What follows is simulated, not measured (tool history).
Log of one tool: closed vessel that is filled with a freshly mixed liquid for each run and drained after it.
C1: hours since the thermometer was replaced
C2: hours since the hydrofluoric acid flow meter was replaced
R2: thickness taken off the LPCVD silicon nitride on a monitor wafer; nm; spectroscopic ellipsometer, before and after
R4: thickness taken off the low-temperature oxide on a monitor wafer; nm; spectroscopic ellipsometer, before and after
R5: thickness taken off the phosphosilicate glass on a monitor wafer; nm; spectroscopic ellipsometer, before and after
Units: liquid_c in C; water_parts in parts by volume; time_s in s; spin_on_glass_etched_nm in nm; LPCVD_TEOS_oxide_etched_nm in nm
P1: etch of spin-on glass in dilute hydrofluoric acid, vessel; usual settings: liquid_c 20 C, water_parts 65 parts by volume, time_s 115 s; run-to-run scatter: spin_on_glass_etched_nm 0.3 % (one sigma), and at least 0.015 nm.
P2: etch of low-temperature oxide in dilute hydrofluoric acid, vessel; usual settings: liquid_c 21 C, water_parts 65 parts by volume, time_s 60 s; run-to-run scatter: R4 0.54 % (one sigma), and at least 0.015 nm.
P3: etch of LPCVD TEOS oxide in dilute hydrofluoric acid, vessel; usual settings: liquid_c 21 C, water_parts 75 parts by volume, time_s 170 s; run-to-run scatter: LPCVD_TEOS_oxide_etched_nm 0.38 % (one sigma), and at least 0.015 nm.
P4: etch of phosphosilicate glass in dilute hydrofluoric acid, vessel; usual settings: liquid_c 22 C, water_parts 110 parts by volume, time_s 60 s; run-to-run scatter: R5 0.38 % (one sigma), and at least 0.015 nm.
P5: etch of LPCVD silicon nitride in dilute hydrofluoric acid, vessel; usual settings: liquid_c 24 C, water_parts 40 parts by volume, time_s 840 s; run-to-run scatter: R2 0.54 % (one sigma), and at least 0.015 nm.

run 1 day=0.467 | process=P1 liquid_c=20 water_parts=65 time_s=115 | C1=257.6 C2=884.3 | spin_on_glass_etched_nm=60.239
run 2 day=0.804 | process=P5 liquid_c=24 water_parts=60 time_s=840 | C1=265.7 C2=892.4 | R2=6.8407
run 3 day=1.275 | process=P5 liquid_c=29 water_parts=40 time_s=840 | C1=277 C2=903.7 | R2=14.372
run 4 day=1.846 | process=P5 liquid_c=24 water_parts=40 time_s=840 | C1=290.7 C2=917.4 | R2=10.272
run 5 day=2.296 | process=P3 liquid_c=21 water_parts=105 time_s=170 | C1=301.5 C2=928.2 | LPCVD_TEOS_oxide_etched_nm=23.26
run 6 day=2.667 | process=P1 liquid_c=20 water_parts=65 time_s=115 | C1=310.4 C2=937.1 | spin_on_glass_etched_nm=60.055
run 7 day=3.138 | process=P5 liquid_c=24 water_parts=40 time_s=465 | C1=321.7 C2=948.4 | R2=5.6537
run 8 day=3.725 | process=P2 liquid_c=21 water_parts=65 time_s=110 | C1=335.8 C2=962.5 | R4=22.725
run 9 day=4.212 | process=P2 liquid_c=21 water_parts=100 time_s=60 | C1=347.5 C2=974.2 | R4=7.6064
run 10 day=4.775 | process=P2 liquid_c=21 water_parts=65 time_s=60 | C1=361 C2=987.7 | R4=12.381
run 11 day=5.254 | process=P2 liquid_c=26.5 water_parts=65 time_s=60 | C1=372.5 C2=999.2 | R4=15.447
run 12 day=5.808 | process=P3 liquid_c=21 water_parts=75 time_s=170 | C1=385.8 C2=1012.5 | LPCVD_TEOS_oxide_etched_nm=33.814
run 13 day=6.271 | process=P1 liquid_c=20 water_parts=65 time_s=115 | C1=396.9 C2=1023.6 | spin_on_glass_etched_nm=59.962
run 14 day=6.612 | process=P1 liquid_c=25.5 water_parts=65 time_s=115 | C1=405.1 C2=1031.8 | spin_on_glass_etched_nm=75.169
run 15 day=7.062 | process=P1 liquid_c=20 water_parts=95 time_s=115 | C1=415.9 C2=1042.6 | spin_on_glass_etched_nm=39.623
run 16 day=7.562 | process=P1 liquid_c=20 water_parts=65 time_s=35 | C1=427.9 C2=1054.6 | spin_on_glass_etched_nm=18.169
run 17 day=7.846 | process=P1 liquid_c=17 water_parts=85 time_s=115 | C1=434.7 C2=1061.4 | spin_on_glass_etched_nm=39.387
run 18 day=8.292 | process=P4 liquid_c=22 water_parts=110 time_s=60 | C1=445.4 C2=1072.1 | R5=64.001
run 19 day=8.796 | process=P1 liquid_c=17 water_parts=65 time_s=115 | C1=457.5 C2=1084.2 | spin_on_glass_etched_nm=52.898
run 20 day=9.367 | process=P1 liquid_c=20 water_parts=65 time_s=115 | C1=471.2 C2=1097.9 | spin_on_glass_etched_nm=59.79
run 21 day=9.829 | process=P1 liquid_c=24.5 water_parts=65 time_s=200 | C1=482.3 C2=1109 | spin_on_glass_etched_nm=125.97
run 22 day=10.375 | process=P1 liquid_c=20 water_parts=65 time_s=115 | C1=495.4 C2=1122.1 | spin_on_glass_etched_nm=60.134
run 23 day=10.854 | process=P3 liquid_c=17 water_parts=75 time_s=170 | C1=506.9 C2=1133.6 | LPCVD_TEOS_oxide_etched_nm=28.652
run 24 day=11.321 | process=P3 liquid_c=21 water_parts=75 time_s=295 | C1=518.1 C2=1144.8 | LPCVD_TEOS_oxide_etched_nm=58.625
-- day=11.579 hydrofluoric acid flow meter replaced
run 25 day=11.862 | process=P4 liquid_c=22 water_parts=110 time_s=30 | C1=531.1 C2=6.8 | R5=31.948
run 26 day=12.454 | process=P1 liquid_c=20 water_parts=65 time_s=115 | C1=545.3 C2=21 | spin_on_glass_etched_nm=59.712
run 27 day=12.967 | process=P4 liquid_c=22 water_parts=110 time_s=60 | C1=557.6 C2=33.3 | R5=64.102
run 28 day=13.408 | process=P1 liquid_c=20 water_parts=65 time_s=115 | C1=568.2 C2=43.9 | spin_on_glass_etched_nm=59.482
run 29 day=13.954 | process=P1 liquid_c=26.5 water_parts=65 time_s=190 | C1=581.3 C2=57 | spin_on_glass_etched_nm=129.2
run 30 day=14.417 | process=P1 liquid_c=20 water_parts=20 time_s=115 | C1=592.4 C2=68.1 | spin_on_glass_etched_nm=204.8
run 31 day=14.779 | process=P4 liquid_c=22 water_parts=185 time_s=60 | C1=601.1 C2=76.8 | R5=35.039
run 32 day=15.404 | process=P1 liquid_c=20 water_parts=65 time_s=220 | C1=616.1 C2=91.8 | spin_on_glass_etched_nm=114.46
run 33 day=16.042 | process=P4 liquid_c=17 water_parts=110 time_s=60 | C1=631.4 C2=107.1 | R5=51.994
run 34 day=16.442 | process=P2 liquid_c=21 water_parts=65 time_s=60 | C1=641 C2=116.7 | R4=12.348
run 35 day=16.888 | process=P1 liquid_c=20 water_parts=65 time_s=115 | C1=651.7 C2=127.4 | spin_on_glass_etched_nm=59.921
run 36 day=17.3 | process=P1 liquid_c=20 water_parts=65 time_s=115 | C1=661.6 C2=137.3 | spin_on_glass_etched_nm=57.475
run 37 day=17.754 | process=P1 liquid_c=20 water_parts=65 time_s=115 | C1=672.5 C2=148.2 | spin_on_glass_etched_nm=55.629
run 38 day=18.067 | process=P1 liquid_c=20 water_parts=65 time_s=115 | C1=680 C2=155.7 | spin_on_glass_etched_nm=55.226
run 39 day=18.425 | process=P1 liquid_c=20 water_parts=65 time_s=115 | C1=688.6 C2=164.3 | spin_on_glass_etched_nm=55.025
run 40 day=18.738 | process=P1 liquid_c=20 water_parts=65 time_s=115 | C1=696.1 C2=171.8 | spin_on_glass_etched_nm=54.756
run 41 day=19.254 | process=P1 liquid_c=20 water_parts=65 time_s=115 | C1=708.5 C2=184.2 | spin_on_glass_etched_nm=54.716

What P1 gives has crept away from where it was. These 2 causes fit the log equally well, each at the size given:
A: liquid colder than its thermometer reads (K) = 2.14
B: hydrofluoric acid flow below the setpoint (%) = 8.06
The creep began at about day 16.888.

4 check runs are offered, one wafer each, their results left as question marks. Which one tells the causes apart?
run check 1 day=19.771 | process=P2 liquid_c=21 water_parts=65 time_s=60 | R4=?
run check 2 day=19.771 | process=P4 liquid_c=22 water_parts=110 time_s=60 | R5=?
run check 3 day=19.771 | process=P5 liquid_c=24 water_parts=40 time_s=840 | R2=?
run check 4 day=19.771 | process=P3 liquid_c=21 water_parts=75 time_s=170 | LPCVD_TEOS_oxide_etched_nm=?

What each check would give under each cause:
check=check_1 result=R4 if_A=11.276 if_B=11.266
check=check_2 result=R5 if_A=58.435 if_B=57.943
check=check_3 result=R2 if_A=8.8691 if_B=9.4568
check=check_4 result=LPCVD_TEOS_oxide_etched_nm if_A=30.863 if_B=30.791
How far apart the two closest causes lie, in the result that separates them most: check 1 0.09 %; check 2 0.85 %; check 3 6.42 %; check 4 0.23 %
Check 3 tells the causes apart: in the others they would give nearly the same result.

Check 3 was then run and gave: R2 9.4965 nm. Which cause is it?

It is B: hydrofluoric acid flow below the setpoint (%).
